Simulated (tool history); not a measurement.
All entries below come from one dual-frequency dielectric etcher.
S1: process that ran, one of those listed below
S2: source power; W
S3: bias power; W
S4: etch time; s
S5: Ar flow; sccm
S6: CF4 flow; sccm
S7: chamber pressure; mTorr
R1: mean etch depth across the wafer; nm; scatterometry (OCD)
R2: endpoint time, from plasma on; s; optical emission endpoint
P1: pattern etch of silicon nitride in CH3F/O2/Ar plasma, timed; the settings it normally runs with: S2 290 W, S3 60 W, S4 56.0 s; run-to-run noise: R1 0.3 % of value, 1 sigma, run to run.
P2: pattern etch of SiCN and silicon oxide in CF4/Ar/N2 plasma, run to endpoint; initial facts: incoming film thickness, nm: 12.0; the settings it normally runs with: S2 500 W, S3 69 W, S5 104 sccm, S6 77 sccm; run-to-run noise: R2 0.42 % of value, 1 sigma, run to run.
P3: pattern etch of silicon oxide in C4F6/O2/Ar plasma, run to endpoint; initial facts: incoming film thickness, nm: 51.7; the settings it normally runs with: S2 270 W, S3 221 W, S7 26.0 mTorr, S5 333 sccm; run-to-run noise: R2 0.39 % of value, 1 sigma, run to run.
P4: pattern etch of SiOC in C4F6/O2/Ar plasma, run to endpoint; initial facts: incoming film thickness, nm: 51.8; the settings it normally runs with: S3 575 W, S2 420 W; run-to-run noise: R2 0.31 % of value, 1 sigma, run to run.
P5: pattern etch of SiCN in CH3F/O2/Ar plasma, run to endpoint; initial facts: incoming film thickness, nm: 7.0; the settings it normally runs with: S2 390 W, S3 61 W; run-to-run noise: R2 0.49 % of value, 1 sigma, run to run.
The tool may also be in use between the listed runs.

run     day  S1   S2   S3    S4   S5  S6    S7      R1      R2
  1   0.471  P1  290   60  56.0                 31.973
  2   1.083  P5  390   61                               20.395
  3   1.792  P2  500   69        135  77                12.830
  4   2.467  P3  380  221        333      26.0          15.950
  5   3.225  P1  290   72  56.0                 33.992
  6   3.775  P5  280   61                               23.157
  7   4.304  P3  270  285        333      26.0          16.677
  8   4.817  P4  420  767                               14.553
  9   5.454  P1  400   60  56.0                 36.040
 10   5.958  P5  390   61                               20.389
 11   6.750  P3  270  221        333      35.5          18.859
 12   7.388  P1  290   43  56.0                 28.577
 13   8.021  P1  290   36  31.0                 15.099
 14   8.412  P1  290   60  35.5                 20.177
 15   9.062  P2  410   69        104  77                14.712
      9.392  -- bias power generator calibrated
 16   9.442  P1  290   60  56.0                 31.853
 17   9.942  P3  270  221        261      26.0          17.718
 18  10.658  P5  390   42                               23.229
 19  11.050  P3  270  221        333      26.0          18.143
 20  11.600  P1  290   60  73.5                 41.980
 21  12.392  P4  420  575                               16.126
 22  13.129  P1  290   60  56.0                 31.865

Predict the results of run 23:
 23  13.771  P2  500  69      104  77           ?

R2: 12.240 s
